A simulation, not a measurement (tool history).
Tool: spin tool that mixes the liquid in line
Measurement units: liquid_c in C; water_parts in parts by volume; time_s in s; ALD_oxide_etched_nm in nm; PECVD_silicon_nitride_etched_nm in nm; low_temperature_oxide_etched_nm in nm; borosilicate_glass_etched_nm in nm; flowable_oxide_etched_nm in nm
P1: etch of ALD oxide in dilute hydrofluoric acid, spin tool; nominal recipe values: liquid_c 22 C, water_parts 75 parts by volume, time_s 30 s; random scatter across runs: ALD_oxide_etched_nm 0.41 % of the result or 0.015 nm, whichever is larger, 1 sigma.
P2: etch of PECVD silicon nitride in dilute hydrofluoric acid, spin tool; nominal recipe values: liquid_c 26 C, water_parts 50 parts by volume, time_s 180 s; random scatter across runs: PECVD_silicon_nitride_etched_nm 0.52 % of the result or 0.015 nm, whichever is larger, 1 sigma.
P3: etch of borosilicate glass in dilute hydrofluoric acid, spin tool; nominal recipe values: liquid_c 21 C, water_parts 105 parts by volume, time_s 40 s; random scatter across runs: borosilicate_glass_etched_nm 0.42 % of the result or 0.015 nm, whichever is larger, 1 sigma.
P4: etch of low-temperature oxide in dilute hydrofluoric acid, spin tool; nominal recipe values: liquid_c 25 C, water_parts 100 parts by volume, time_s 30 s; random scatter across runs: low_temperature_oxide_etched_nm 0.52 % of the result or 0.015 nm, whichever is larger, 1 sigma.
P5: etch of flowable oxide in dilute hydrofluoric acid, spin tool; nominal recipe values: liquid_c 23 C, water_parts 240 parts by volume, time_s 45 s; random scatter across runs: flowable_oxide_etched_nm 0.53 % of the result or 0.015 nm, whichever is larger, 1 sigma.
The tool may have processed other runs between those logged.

| run | hour | process | liquid_c | water_parts | time_s | hours since the thermometer was replaced | hours since the hydrofluoric acid flow meter was replaced | ALD_oxide_etched_nm | PECVD_silicon_nitride_etched_nm | low_temperature_oxide_etched_nm | borosilicate_glass_etched_nm | flowable_oxide_etched_nm |
|---|---|---|---|---|---|---|---|---|---|---|---|---|
| 1 | 9.9 | P1 | 22 | 75 | 30 | 236.4 | 186.2 | 10.01 |  |  |  |  |
| 2 | 26 | P1 | 17 | 75 | 30 | 252.5 | 202.3 | 7.9761 |  |  |  |  |
| 3 | 40.2 | P2 | 26 | 50 | 180 | 266.7 | 216.5 |  | 17.527 |  |  |  |
| 4 | 54.1 | P2 | 26 | 50 | 360 | 280.6 | 230.4 |  | 35.239 |  |  |  |
| 5 | 66 | P4 | 25 | 100 | 55 | 292.5 | 242.3 |  |  | 20.257 |  |  |
| 6 | 80.9 | P4 | 25 | 100 | 30 | 307.4 | 257.2 |  |  | 10.874 |  |  |
| 7 | 93.9 | P3 | 21 | 105 | 40 | 320.4 | 270.2 |  |  |  | 10.674 |  |
| 8 | 108.4 | P3 | 21 | 105 | 65 | 334.9 | 284.7 |  |  |  | 17.229 |  |
| 9 | 116.5 | P2 | 26 | 70 | 180 | 343 | 292.8 |  | 12.532 |  |  |  |
| 10 | 127.3 | P1 | 27 | 135 | 30 | 353.8 | 303.6 | 6.1763 |  |  |  |  |
| 11 | 136.7 | P1 | 22 | 75 | 30 | 363.2 | 313 | 9.8741 |  |  |  |  |
| 12 | 148.3 | P5 | 23 | 90 | 45 | 374.8 | 324.6 |  |  |  |  | 16.141 |
| 13 | 157.5 | P1 | 28 | 75 | 30 | 384 | 333.8 | 12.599 |  |  |  |  |
| 14 | 171 | P2 | 21.5 | 50 | 180 | 397.5 | 347.3 |  | 12.783 |  |  |  |
| 15 | 179 | P1 | 22 | 140 | 30 | 405.5 | 355.3 | 4.8777 |  |  |  |  |
| 16 | 194.7 | P1 | 22 | 75 | 30 | 421.2 | 371 | 9.8252 |  |  |  |  |
| 17 | 210.8 | P1 | 22 | 75 | 30 | 437.3 | 387.1 | 9.9052 |  |  |  |  |
| 18 | 221.2 | P1 | 22 | 75 | 55 | 447.7 | 397.5 | 18.119 |  |  |  |  |
| 19 | 234.5 | P3 | 21 | 35 | 40 | 461 | 410.8 |  |  |  | 34.753 |  |
| 20 | 247.3 | P4 | 25 | 100 | 30 | 473.8 | 423.6 |  |  | 11 |  |  |
| 21 | 259.2 | P1 | 22 | 75 | 30 | 485.7 | 435.5 | 9.9054 |  |  |  |  |
| 22 | 268.5 | P5 | 23 | 240 | 45 | 495 | 444.8 |  |  |  |  | 5.1019 |
| 23 | 280.4 | P3 | 21 | 105 | 40 | 506.9 | 456.7 |  |  |  | 10.685 |  |
| 24 | 296.2 | P3 | 27.5 | 105 | 40 | 522.7 | 472.5 |  |  |  | 13.701 |  |
| 25 | 312.7 | P4 | 25 | 50 | 30 | 539.2 | 489 |  |  | 23.744 |  |  |
| 26 | 325.7 | P1 | 22 | 75 | 30 | 552.2 | 502 | 9.8965 |  |  |  |  |
| 27 | 337.1 | P5 | 17 | 240 | 45 | 563.6 | 513.4 |  |  |  |  | 4.0422 |
| 28 | 348.5 | P1 | 22 | 75 | 30 | 575 | 524.8 | 9.8908 |  |  |  |  |
| 29 | 357.1 | P4 | 18 | 100 | 30 | 583.6 | 533.4 |  |  | 8.2315 |  |  |
| 30 | 367.2 | P1 | 22 | 20 | 30 | 593.7 | 543.5 | 39.836 |  |  |  |  |
| 31 | 378 | P5 | 23 | 240 | 85 | 604.5 | 554.3 |  |  |  |  | 9.6568 |
| 32 | 388.3 | P1 | 22 | 75 | 15 | 614.8 | 564.6 | 4.9511 |  |  |  |  |
| 33 | 402.5 | P1 | 22 | 75 | 30 | 629 | 578.8 | 9.9146 |  |  |  |  |
| 34 | 415.1 | P1 | 22 | 75 | 30 | 641.6 | 591.4 | 10.203 |  |  |  |  |
| 35 | 430.5 | P1 | 22 | 75 | 30 | 657 | 606.8 | 10.395 |  |  |  |  |
| 36 | 445.4 | P1 | 22 | 75 | 30 | 671.9 | 621.7 | 10.601 |  |  |  |  |
| 37 | 460 | P1 | 22 | 75 | 30 | 686.5 | 636.3 | 10.669 |  |  |  |  |
| 38 | 473.1 | P1 | 22 | 75 | 30 | 699.6 | 649.4 | 10.704 |  |  |  |  |
| 39 | 482.9 | P1 | 22 | 75 | 30 | 709.4 | 659.2 | 10.741 |  |  |  |  |
| 40 | 495.6 | P1 | 22 | 75 | 30 | 722.1 | 671.9 | 10.761 |  |  |  |  |
| 41 | 509.6 | P1 | 22 | 75 | 30 | 736.1 | 685.9 | 10.713 |  |  |  |  |
| 42 | 519.3 | P1 | 22 | 75 | 30 | 745.8 | 695.6 | 10.77 |  |  |  |  |
| 43 | 526.8 | P1 | 22 | 75 | 30 | 753.3 | 703.1 | 10.687 |  |  |  |  |
| 44 | 534.1 | P1 | 22 | 75 | 30 | 760.6 | 710.4 | 10.741 |  |  |  |  |

What P1 gives has crept away from where it was. These 2 causes fit the log equally well, each at the size given:
A: hydrofluoric acid flow above the setpoint (%) = 8.3
B: liquid hotter than its thermometer reads (K) = 2.14
Creep in the process output first set in at about hour 402.5.

4 check runs are offered, one wafer each, their results left as question marks. Which one tells the causes apart?
| check 1 | 541.4 | P4 | 18.5 | 100 | 40 |  |  |  |  | ? |  |  |
| check 2 | 541.4 | P2 | 26 | 70 | 180 |  |  |  | ? |  |  |  |
| check 3 | 541.4 | P5 | 18 | 240 | 45 |  |  |  |  |  |  | ? |
| check 4 | 541.4 | P3 | 21 | 55 | 60 |  |  |  |  |  | ? |  |

What each check would give under each cause:
| check | result | if A | if B |
|---|---|---|---|
| check 1 | low_temperature_oxide_etched_nm | 12.283 | 12.286 |
| check 2 | PECVD_silicon_nitride_etched_nm | 13.555 | 14.406 |
| check 3 | flowable_oxide_etched_nm | 4.6575 | 4.589 |
| check 4 | borosilicate_glass_etched_nm | 35.185 | 35.329 |
Smallest distance between any two causes, each pair judged by its most separating result, in per cent: check 1 0.02 %; check 2 6.09 %; check 3 1.48 %; check 4 0.41 %
Check 2 distinguishes between the causes, while the remaining checks would return nearly the same result for all of them.

Running check 2 produced the following: PECVD_silicon_nitride_etched_nm 13.691 nm. Which one of the listed causes fits?

A is the cause: hydrofluoric acid flow above the setpoint (%).

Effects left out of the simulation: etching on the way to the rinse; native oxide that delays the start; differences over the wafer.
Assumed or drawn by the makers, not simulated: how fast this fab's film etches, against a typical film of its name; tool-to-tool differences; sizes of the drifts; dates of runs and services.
